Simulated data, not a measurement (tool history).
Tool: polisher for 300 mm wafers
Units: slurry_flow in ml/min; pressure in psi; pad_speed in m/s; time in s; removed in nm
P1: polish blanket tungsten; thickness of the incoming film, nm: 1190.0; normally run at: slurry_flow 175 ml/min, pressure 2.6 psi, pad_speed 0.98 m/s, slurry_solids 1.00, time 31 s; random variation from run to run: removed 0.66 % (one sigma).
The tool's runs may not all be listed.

run,day,slurry_flow,pressure,pad_speed,slurry_solids,time,wafers polished on this pad,hours since the slurry nozzle was cleaned,hours since the head pressure was calibrated,hours since the slurry blender was calibrated,hours since the slurry got fresh peroxide,removed
1,0.154,175,2.6,0.98,1.00,31,738,511.9,273.9,101.3,49.0,83.128
2,0.325,175,2.6,0.98,1.00,31,791,516.0,278.0,105.4,53.1,82.775
3,0.658,175,2.6,0.98,0.75,22,895,524.0,286.0,113.4,61.1,55.158
4,0.808,175,2.6,0.98,1.40,31,941,527.6,289.6,117.0,64.7,88.738
# day 0.929: worn pad replaced by a new one
5,1.000,175,2.6,0.98,1.00,21,22,532.2,294.2,121.6,69.3,56.105
6,1.196,175,2.6,0.98,1.00,31,83,536.9,298.9,126.3,74.0,82.745
7,1.429,175,2.6,0.98,1.00,31,156,542.5,304.5,131.9,79.6,82.627
# day 1.508: slurry blender recalibrated
8,1.579,175,3.7,0.98,1.00,31,203,546.1,308.1,1.7,83.2,118.310
9,1.883,175,2.6,1.44,1.00,31,298,553.4,315.4,9.0,90.5,121.250
10,2.212,175,2.6,0.44,1.00,31,400,561.3,323.3,16.9,98.4,37.658
11,2.512,175,2.6,0.98,0.55,31,494,568.5,330.5,24.1,105.6,72.362
12,2.800,175,2.6,0.98,1.00,31,583,575.4,337.4,31.0,112.5,82.833
13,2.962,175,1.2,0.98,1.00,31,634,579.3,341.3,34.9,116.4,37.679
14,3.138,175,2.6,0.98,1.00,31,688,583.5,345.5,39.1,120.6,82.253
15,3.375,105,2.6,0.98,1.00,31,762,589.2,351.2,44.8,126.3,75.181
16,3.525,175,2.6,0.98,1.00,47,809,592.8,354.8,48.4,129.9,123.640
17,3.692,220,1.9,0.98,1.00,31,861,596.8,358.8,52.4,133.9,62.555
18,3.879,175,2.6,1.50,1.20,31,920,601.3,363.3,56.9,138.4,133.500
19,4.046,275,2.6,0.98,1.00,31,971,605.3,367.3,60.9,142.4,86.504
20,4.225,175,2.6,0.98,1.00,31,1027,609.6,371.6,65.2,146.7,82.637
21,4.417,175,2.6,0.98,1.00,31,1087,614.2,376.2,69.8,151.3,80.684
22,4.629,175,2.6,0.98,1.00,31,1153,619.3,381.3,74.9,156.4,79.049
23,4.804,175,2.6,0.98,1.00,31,1208,623.5,385.5,79.1,160.6,78.025
# day 4.908: worn pad replaced by a new one
24,4.958,175,2.6,0.98,1.00,31,16,627.2,389.2,82.8,164.3,76.418
# day 5.112: slurry blender recalibrated
# day 5.208: slurry tank refilled with fresh slurry and peroxide
25,5.233,175,2.6,0.98,1.00,31,102,633.8,395.8,2.9,0.7,75.716
26,5.521,175,2.6,0.98,1.00,31,191,640.7,402.7,9.8,7.6,75.569
27,5.712,175,2.6,0.98,1.00,31,251,645.3,407.3,14.4,12.2,75.081

What P1 gives has crept away from where it was. These 2 causes fit the log equally well, each at the size given:
A: slurry flow missing at the pad, % = 37.6
B: head's pressure below its setpoint, % = 8.53
The creep began at about day 4.225.
Why every other cause is out:
removal rate lost through wear of the pad, %: serviced at day 4.908, which brought nothing back
abrasive missing from the slurry, %: serviced at day 5.112, which brought nothing back
peroxide lost from the slurry, %: serviced at day 5.208, which brought nothing back

4 check runs are offered, each on 5 wafers whose results are averaged, their results left as question marks. Which one tells the causes apart?
check 1,5.904,175,2.6,0.44,1.00,31,,,,,,?
check 2,5.904,175,3.6,1.20,1.00,31,,,,,,?
check 3,5.904,175,2.6,1.20,1.00,31,,,,,,?
check 4,5.904,255,2.6,0.98,1.00,22,,,,,,?

What each check would give under each cause:
check,result,if A,if B
check 1,removed,33.911,33.915
check 2,removed,128.060,128.070
check 3,removed,92.485,92.494
check 4,removed,57.731,56.238
How far apart the two closest causes lie, in the result that separates them most: check 1 0.01 %; check 2 0.01 %; check 3 0.01 %; check 4 2.62 %
Only check 4 tells the causes apart: in the others they would give nearly the same result.

Check 4 was then run and gave: removed 57.792 nm. Which cause is it?

It is A: slurry flow missing at the pad, %.
